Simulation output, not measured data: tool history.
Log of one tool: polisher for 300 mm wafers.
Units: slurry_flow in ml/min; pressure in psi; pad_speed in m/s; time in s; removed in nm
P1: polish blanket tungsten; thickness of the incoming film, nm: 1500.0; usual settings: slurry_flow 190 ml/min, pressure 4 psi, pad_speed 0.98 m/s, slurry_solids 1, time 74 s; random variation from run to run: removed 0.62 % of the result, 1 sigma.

run,day,slurry_flow,pressure,pad_speed,slurry_solids,time,removed
1,0.525,190,4,0.98,1,74,443.27
2,0.896,190,4,0.98,0.55,74,382.13
# day 1.179: worn pad replaced by a new one
3,1.342,190,4,0.98,1,102,601.11
4,1.662,190,5.5,0.98,1,74,601.59
5,2.017,190,4,0.98,1,74,440.41
6,2.408,190,4,0.98,1,74,436.9
7,2.742,115,4,0.98,1,74,396.34
8,3.146,190,4,0.54,1,74,241.46
9,3.704,190,4,0.98,0.75,93,512
10,4.296,190,4,0.98,1.4,74,474.22
11,4.725,190,2.6,0.98,1,74,282.95
12,5.275,240,4,0.98,1,74,451.69
13,5.571,190,4,0.98,1,74,437.18
14,5.929,190,2,0.98,1.45,74,241.1
15,6.533,190,5.1,0.98,1,101,769.11
16,6.912,190,4,0.98,1,74,437.62
# day 7.062: slurry tank refilled with fresh slurry and peroxide
17,7.271,190,4,1.46,1,74,648.86
18,7.867,190,4,0.98,1,44,261.12
19,8.183,190,4,0.98,1,74,437.95
20,8.729,190,4,0.98,1,74,438.84
21,9.229,190,4,0.98,1,74,427.57
22,9.562,190,4,0.98,1,74,421.91
23,9.871,190,4,0.98,1,74,414.86
24,10.208,190,4,0.98,1,74,413.83
# day 10.221: slurry tank refilled with fresh slurry and peroxide
25,10.554,190,4,0.98,1,74,409.89
26,10.958,190,4,0.98,1,74,407.76

Run 27 comes next. What will it give?
# day 11.142: worn pad replaced by a new one
# day 11.362: slurry blender recalibrated
27,11.454,190,4,0.98,1,74,?

Run 27 gave removed 409.98 nm.
